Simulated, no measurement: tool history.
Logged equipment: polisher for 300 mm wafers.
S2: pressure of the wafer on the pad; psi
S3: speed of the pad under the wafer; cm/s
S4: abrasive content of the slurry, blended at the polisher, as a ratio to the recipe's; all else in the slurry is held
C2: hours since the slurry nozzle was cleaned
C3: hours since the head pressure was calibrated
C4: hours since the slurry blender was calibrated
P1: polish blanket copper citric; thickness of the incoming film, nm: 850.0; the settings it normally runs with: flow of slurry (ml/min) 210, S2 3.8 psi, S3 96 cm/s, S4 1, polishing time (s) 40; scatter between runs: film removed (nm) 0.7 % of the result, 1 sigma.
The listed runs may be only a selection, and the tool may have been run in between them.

Run 1, day 0.608: flow of slurry (ml/min) 210, S2 3.8 psi, S3 96 cm/s, S4 1, polishing time (s) 40; wafers polished on this pad 595; C2 473.6; C3 501.1; C4 147.3. Result: film removed (nm) 124.81.
Run 2, day 1.212: flow of slurry (ml/min) 125, S2 3.8 psi, S3 96 cm/s, S4 1, polishing time (s) 40; wafers polished on this pad 756; C2 488.1; C3 515.6; C4 161.8. Result: film removed (nm) 115.96.
Run 3, day 1.579: flow of slurry (ml/min) 210, S2 3.8 psi, S3 96 cm/s, S4 1, polishing time (s) 40; wafers polished on this pad 854; C2 496.9; C3 524.4; C4 170.6. Result: film removed (nm) 124.34.
At day 1.804: slurry blender recalibrated.
Run 4, day 2.175: flow of slurry (ml/min) 210, S2 3.8 psi, S3 44 cm/s, S4 1, polishing time (s) 40; wafers polished on this pad 1012; C2 511.2; C3 538.7; C4 8.9. Result: film removed (nm) 59.093.
Run 5, day 2.667: flow of slurry (ml/min) 210, S2 5.1 psi, S3 96 cm/s, S4 1, polishing time (s) 40; wafers polished on this pad 1143; C2 523; C3 550.5; C4 20.7. Result: film removed (nm) 169.54.
Run 6, day 3.283: flow of slurry (ml/min) 210, S2 3.8 psi, S3 96 cm/s, S4 1, polishing time (s) 18; wafers polished on this pad 1307; C2 537.8; C3 565.3; C4 35.5. Result: film removed (nm) 56.233.
Run 7, day 3.812: flow of slurry (ml/min) 210, S2 3.8 psi, S3 96 cm/s, S4 1, polishing time (s) 40; wafers polished on this pad 1448; C2 550.5; C3 578; C4 48.2. Result: film removed (nm) 126.27.
Run 8, day 4.312: flow of slurry (ml/min) 210, S2 3.8 psi, S3 96 cm/s, S4 0.6, polishing time (s) 40; wafers polished on this pad 1581; C2 562.5; C3 590; C4 60.2. Result: film removed (nm) 111.88.
Run 9, day 4.812: flow of slurry (ml/min) 140, S2 3.8 psi, S3 128 cm/s, S4 1, polishing time (s) 40; wafers polished on this pad 1714; C2 574.5; C3 602; C4 72.2. Result: film removed (nm) 157.44.
Run 10, day 5.354: flow of slurry (ml/min) 210, S2 3.8 psi, S3 96 cm/s, S4 1.45, polishing time (s) 40; wafers polished on this pad 1858; C2 587.5; C3 615; C4 85.2. Result: film removed (nm) 134.13.
Run 11, day 5.775: flow of slurry (ml/min) 210, S2 3.8 psi, S3 96 cm/s, S4 1, polishing time (s) 40; wafers polished on this pad 1970; C2 597.6; C3 625.1; C4 95.3. Result: film removed (nm) 124.23.
Run 12, day 6.188: flow of slurry (ml/min) 310, S2 3.8 psi, S3 96 cm/s, S4 1, polishing time (s) 40; wafers polished on this pad 2080; C2 607.5; C3 635; C4 105.2. Result: film removed (nm) 129.92.
Run 13, day 6.683: flow of slurry (ml/min) 210, S2 3.8 psi, S3 96 cm/s, S4 1, polishing time (s) 40; wafers polished on this pad 2212; C2 619.4; C3 646.9; C4 117.1. Result: film removed (nm) 124.92.
Run 14, day 7.208: flow of slurry (ml/min) 210, S2 3.8 psi, S3 96 cm/s, S4 1, polishing time (s) 40; wafers polished on this pad 2352; C2 632; C3 659.5; C4 129.7. Result: film removed (nm) 124.39.
Run 15, day 7.612: flow of slurry (ml/min) 210, S2 3.8 psi, S3 96 cm/s, S4 1, polishing time (s) 62; wafers polished on this pad 2459; C2 641.7; C3 669.2; C4 139.4. Result: film removed (nm) 194.23.
Run 16, day 7.929: flow of slurry (ml/min) 210, S2 3.8 psi, S3 148 cm/s, S4 1, polishing time (s) 40; wafers polished on this pad 2544; C2 649.3; C3 676.8; C4 147. Result: film removed (nm) 194.71.
Run 17, day 8.433: flow of slurry (ml/min) 210, S2 2.8 psi, S3 96 cm/s, S4 1, polishing time (s) 40; wafers polished on this pad 2678; C2 661.4; C3 688.9; C4 159.1. Result: film removed (nm) 93.897.
Run 18, day 9.004: flow of slurry (ml/min) 210, S2 3.8 psi, S3 96 cm/s, S4 1, polishing time (s) 40; wafers polished on this pad 2830; C2 675.1; C3 702.6; C4 172.8. Result: film removed (nm) 125.95.
Run 19, day 9.325: flow of slurry (ml/min) 210, S2 3.8 psi, S3 96 cm/s, S4 1, polishing time (s) 40; wafers polished on this pad 2915; C2 682.8; C3 710.3; C4 180.5. Result: film removed (nm) 121.77.
Run 20, day 9.867: flow of slurry (ml/min) 210, S2 3.8 psi, S3 96 cm/s, S4 1, polishing time (s) 40; wafers polished on this pad 3059; C2 695.8; C3 723.3; C4 193.5. Result: film removed (nm) 119.27.
At day 10.1: slurry blender recalibrated.
Run 21, day 10.467: flow of slurry (ml/min) 210, S2 3.8 psi, S3 96 cm/s, S4 1, polishing time (s) 40; wafers polished on this pad 3219; C2 710.2; C3 737.7; C4 8.9. Result: film removed (nm) 117.79.

Expected results for the next run?
At day 10.712: head pressure recalibrated.
Run 22, day 10.742: flow of slurry (ml/min) 210, S2 3.8 psi, S3 96 cm/s, S4 1, polishing time (s) 40; wafers polished on this pad 3292; C2 716.8; C3 0.7; C4 15.5. Result: film removed (nm) ?.

Run 22 gave film removed (nm) 118.33.
